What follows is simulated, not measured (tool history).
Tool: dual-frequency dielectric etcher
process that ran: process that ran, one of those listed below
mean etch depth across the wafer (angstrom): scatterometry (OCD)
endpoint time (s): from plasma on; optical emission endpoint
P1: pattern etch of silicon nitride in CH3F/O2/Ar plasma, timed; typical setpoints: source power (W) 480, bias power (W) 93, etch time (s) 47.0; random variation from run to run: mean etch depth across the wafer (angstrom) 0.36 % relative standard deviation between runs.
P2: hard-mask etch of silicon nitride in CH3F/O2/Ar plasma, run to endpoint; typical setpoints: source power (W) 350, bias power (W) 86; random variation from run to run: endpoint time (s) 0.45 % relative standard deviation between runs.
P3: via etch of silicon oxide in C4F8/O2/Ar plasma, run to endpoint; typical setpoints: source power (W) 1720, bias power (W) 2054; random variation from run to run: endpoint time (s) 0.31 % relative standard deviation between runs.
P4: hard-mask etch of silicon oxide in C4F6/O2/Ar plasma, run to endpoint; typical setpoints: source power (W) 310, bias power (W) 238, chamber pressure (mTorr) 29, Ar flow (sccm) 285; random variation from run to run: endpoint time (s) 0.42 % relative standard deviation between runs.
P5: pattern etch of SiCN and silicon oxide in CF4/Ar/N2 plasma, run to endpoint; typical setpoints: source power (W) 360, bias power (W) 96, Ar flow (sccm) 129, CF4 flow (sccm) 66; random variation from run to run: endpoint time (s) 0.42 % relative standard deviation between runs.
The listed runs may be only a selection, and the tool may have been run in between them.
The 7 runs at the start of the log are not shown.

run,hour,process that ran,source power (W),bias power (W),etch time (s),Ar flow (sccm),CF4 flow (sccm),chamber pressure (mTorr),mean etch depth across the wafer (angstrom),endpoint time (s)
8,98.3,P1,480,93,47.0,,,,381.68,
9,108.3,P5,360,96,,129,40,,,20.763
10,122.7,P3,1720,2618,,,,,,410.480
11,136.9,P4,310,238,,285,,41,,74.689
12,150.8,P1,480,93,60.0,,,,486.98,
13,163.7,P2,350,56,,,,,,84.166
14,176.3,P4,310,151,,285,,29,,83.787
15,191.9,P1,660,93,47.0,,,,430.20,
16,205.6,P1,480,129,47.0,,,,428.12,
17,219.2,P1,480,93,47.0,,,,383.48,
18,229.0,P4,310,238,,285,,29,,71.434
19,239.8,P1,480,65,47.0,,,,336.62,
20,247.2,P3,1140,2054,,,,,,520.290

Run 21 comes next. What will it give?
21,259.9,P5,360,132,,129,66,,,?

Run 21 measured endpoint time (s) 17.006.
